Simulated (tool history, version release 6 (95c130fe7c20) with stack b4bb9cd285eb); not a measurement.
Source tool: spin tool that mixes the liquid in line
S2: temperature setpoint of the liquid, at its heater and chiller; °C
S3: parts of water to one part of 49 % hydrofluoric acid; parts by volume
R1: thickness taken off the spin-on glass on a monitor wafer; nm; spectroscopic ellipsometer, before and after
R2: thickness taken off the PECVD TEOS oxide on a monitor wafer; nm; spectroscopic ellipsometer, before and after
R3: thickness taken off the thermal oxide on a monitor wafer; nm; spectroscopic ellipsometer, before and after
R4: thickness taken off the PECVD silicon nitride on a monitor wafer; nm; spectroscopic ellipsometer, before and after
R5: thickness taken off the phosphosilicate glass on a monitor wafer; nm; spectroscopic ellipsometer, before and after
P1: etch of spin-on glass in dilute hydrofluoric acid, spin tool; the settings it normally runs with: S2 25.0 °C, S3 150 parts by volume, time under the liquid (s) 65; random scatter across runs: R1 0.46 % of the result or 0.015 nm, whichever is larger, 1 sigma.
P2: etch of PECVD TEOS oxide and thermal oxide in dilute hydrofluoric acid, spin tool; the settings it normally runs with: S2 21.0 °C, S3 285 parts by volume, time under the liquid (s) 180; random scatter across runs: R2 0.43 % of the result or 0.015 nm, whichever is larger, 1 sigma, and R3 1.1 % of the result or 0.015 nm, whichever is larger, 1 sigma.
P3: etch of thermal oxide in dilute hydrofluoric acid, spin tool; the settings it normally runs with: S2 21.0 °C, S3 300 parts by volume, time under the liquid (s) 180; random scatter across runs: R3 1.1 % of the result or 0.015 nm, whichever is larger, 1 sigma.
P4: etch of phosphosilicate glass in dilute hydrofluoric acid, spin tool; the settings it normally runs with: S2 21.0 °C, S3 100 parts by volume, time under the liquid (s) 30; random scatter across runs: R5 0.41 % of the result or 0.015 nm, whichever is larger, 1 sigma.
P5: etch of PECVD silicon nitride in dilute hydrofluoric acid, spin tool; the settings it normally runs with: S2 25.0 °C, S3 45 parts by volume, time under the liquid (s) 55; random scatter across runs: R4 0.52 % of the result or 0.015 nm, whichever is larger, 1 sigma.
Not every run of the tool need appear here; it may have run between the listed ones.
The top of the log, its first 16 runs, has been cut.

run 17 hour=240.9 | process_that_ran=P1 S2=25.0 S3=150 time_under_the_liquid_(s)=65 | R1=16.3110
run 18 hour=253.0 | process_that_ran=P2 S2=21.0 S3=515 time_under_the_liquid_(s)=180 | R2=3.7493 R3=1.0476
run 19 hour=261.3 | process_that_ran=P4 S2=21.0 S3=155 time_under_the_liquid_(s)=30 | R5=32.788
run 20 hour=270.5 | process_that_ran=P4 S2=21.0 S3=100 time_under_the_liquid_(s)=15 | R5=26.853
run 21 hour=287.2 | process_that_ran=P1 S2=25.0 S3=65 time_under_the_liquid_(s)=65 | R1=41.6560
run 22 hour=305.9 | process_that_ran=P1 S2=28.5 S3=150 time_under_the_liquid_(s)=110 | R1=31.2820
run 23 hour=323.6 | process_that_ran=P5 S2=25.0 S3=65 time_under_the_liquid_(s)=55 | R4=4.1858
run 24 hour=338.5 | process_that_ran=P1 S2=25.0 S3=230 time_under_the_liquid_(s)=65 | R1=9.6490
run 25 hour=354.9 | process_that_ran=P1 S2=25.0 S3=150 time_under_the_liquid_(s)=65 | R1=16.0210
run 26 hour=366.4 | process_that_ran=P1 S2=25.0 S3=150 time_under_the_liquid_(s)=15 | R1=3.7229
run 27 hour=376.0 | process_that_ran=P1 S2=25.0 S3=150 time_under_the_liquid_(s)=105 | R1=26.2830
run 28 hour=385.0 | process_that_ran=P3 S2=21.0 S3=300 time_under_the_liquid_(s)=180 | R3=2.1658
run 29 hour=400.2 | process_that_ran=P1 S2=20.0 S3=150 time_under_the_liquid_(s)=65 | R1=13.3680
run 30 hour=411.6 | process_that_ran=P1 S2=25.0 S3=150 time_under_the_liquid_(s)=65 | R1=16.2410

What will run 31 give?
run 31 hour=427.4 | process_that_ran=P2 S2=17.0 S3=285 time_under_the_liquid_(s)=180 | R2=? R3=?

R2: 7.0316 nm
R3: 1.9883 nm

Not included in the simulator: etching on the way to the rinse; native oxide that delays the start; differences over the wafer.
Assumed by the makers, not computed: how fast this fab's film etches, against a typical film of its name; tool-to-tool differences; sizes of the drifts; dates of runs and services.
